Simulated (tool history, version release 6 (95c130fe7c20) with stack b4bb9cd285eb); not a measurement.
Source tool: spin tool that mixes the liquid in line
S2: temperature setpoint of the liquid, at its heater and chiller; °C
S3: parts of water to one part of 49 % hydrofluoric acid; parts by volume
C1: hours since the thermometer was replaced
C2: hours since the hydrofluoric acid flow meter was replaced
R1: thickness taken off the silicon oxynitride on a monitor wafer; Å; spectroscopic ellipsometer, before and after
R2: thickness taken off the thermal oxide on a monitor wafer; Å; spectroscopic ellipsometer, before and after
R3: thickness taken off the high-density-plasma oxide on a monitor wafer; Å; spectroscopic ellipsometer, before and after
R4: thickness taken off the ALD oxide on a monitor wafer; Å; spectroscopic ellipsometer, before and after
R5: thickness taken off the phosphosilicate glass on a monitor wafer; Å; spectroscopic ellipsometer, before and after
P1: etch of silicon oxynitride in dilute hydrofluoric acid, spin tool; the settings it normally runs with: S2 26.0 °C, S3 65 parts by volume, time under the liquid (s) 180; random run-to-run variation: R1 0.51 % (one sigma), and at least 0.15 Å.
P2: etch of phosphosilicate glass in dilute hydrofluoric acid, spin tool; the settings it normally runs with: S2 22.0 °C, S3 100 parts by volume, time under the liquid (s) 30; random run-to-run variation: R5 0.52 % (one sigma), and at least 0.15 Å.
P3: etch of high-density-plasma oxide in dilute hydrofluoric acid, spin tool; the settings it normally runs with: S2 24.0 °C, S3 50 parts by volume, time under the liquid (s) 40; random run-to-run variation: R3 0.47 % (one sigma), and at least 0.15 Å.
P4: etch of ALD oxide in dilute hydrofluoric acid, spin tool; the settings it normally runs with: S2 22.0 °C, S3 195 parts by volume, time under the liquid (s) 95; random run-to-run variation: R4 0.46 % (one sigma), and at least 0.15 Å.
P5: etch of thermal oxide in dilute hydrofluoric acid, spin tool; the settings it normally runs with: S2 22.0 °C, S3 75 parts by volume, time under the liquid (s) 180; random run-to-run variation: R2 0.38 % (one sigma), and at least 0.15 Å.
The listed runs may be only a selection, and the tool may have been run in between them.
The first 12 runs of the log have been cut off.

run 13 hour=127.7 | process_that_ran=P2 S2=22.0 S3=100 time_under_the_liquid_(s)=55 | C1=362.9 C2=83.2 | R5=1000.50
-- hour=132.7 thermometer replaced
run 14 hour=140.1 | process_that_ran=P2 S2=22.0 S3=40 time_under_the_liquid_(s)=30 | C1=7.4 C2=95.6 | R5=1485.90
run 15 hour=152.6 | process_that_ran=P1 S2=26.0 S3=65 time_under_the_liquid_(s)=180 | C1=19.9 C2=108.1 | R1=80.1970
run 16 hour=165.6 | process_that_ran=P4 S2=17.0 S3=195 time_under_the_liquid_(s)=95 | C1=32.9 C2=121.1 | R4=70.127
run 17 hour=173.2 | process_that_ran=P1 S2=19.0 S3=65 time_under_the_liquid_(s)=180 | C1=40.5 C2=128.7 | R1=56.4210
run 18 hour=182.4 | process_that_ran=P5 S2=22.0 S3=75 time_under_the_liquid_(s)=180 | C1=49.7 C2=137.9 | R2=106.680
run 19 hour=192.3 | process_that_ran=P1 S2=19.5 S3=65 time_under_the_liquid_(s)=70 | C1=59.6 C2=147.8 | R1=22.4290
run 20 hour=205.1 | process_that_ran=P1 S2=26.0 S3=65 time_under_the_liquid_(s)=15 | C1=72.4 C2=160.6 | R1=6.6517
run 21 hour=214.5 | process_that_ran=P1 S2=26.0 S3=25 time_under_the_liquid_(s)=180 | C1=81.8 C2=170.0 | R1=215.5500
run 22 hour=222.7 | process_that_ran=P1 S2=26.0 S3=65 time_under_the_liquid_(s)=180 | C1=90.0 C2=178.2 | R1=79.7100
run 23 hour=235.2 | process_that_ran=P4 S2=22.0 S3=195 time_under_the_liquid_(s)=95 | C1=102.5 C2=190.7 | R4=84.827
run 24 hour=247.9 | process_that_ran=P2 S2=22.0 S3=100 time_under_the_liquid_(s)=30 | C1=115.2 C2=203.4 | R5=549.13
run 25 hour=256.5 | process_that_ran=P3 S2=17.0 S3=50 time_under_the_liquid_(s)=40 | C1=123.8 C2=212.0 | R3=58.526
run 26 hour=267.6 | process_that_ran=P3 S2=24.0 S3=50 time_under_the_liquid_(s)=40 | C1=134.9 C2=223.1 | R3=79.197
run 27 hour=273.7 | process_that_ran=P1 S2=26.0 S3=65 time_under_the_liquid_(s)=355 | C1=141.0 C2=229.2 | R1=158.4000
run 28 hour=283.5 | process_that_ran=P1 S2=31.0 S3=65 time_under_the_liquid_(s)=180 | C1=150.8 C2=239.0 | R1=101.0900
run 29 hour=296.7 | process_that_ran=P2 S2=17.0 S3=100 time_under_the_liquid_(s)=30 | C1=164.0 C2=252.2 | R5=447.85
run 30 hour=307.0 | process_that_ran=P1 S2=26.0 S3=65 time_under_the_liquid_(s)=180 | C1=174.3 C2=262.5 | R1=80.1240

Run 31 is up next; what results do you expect?
run 31 hour=319.1 | process_that_ran=P1 S2=26.0 S3=65 time_under_the_liquid_(s)=180 | C1=186.4 C2=274.6 | R1=?

{"run 31": {"R1": 80.395}}

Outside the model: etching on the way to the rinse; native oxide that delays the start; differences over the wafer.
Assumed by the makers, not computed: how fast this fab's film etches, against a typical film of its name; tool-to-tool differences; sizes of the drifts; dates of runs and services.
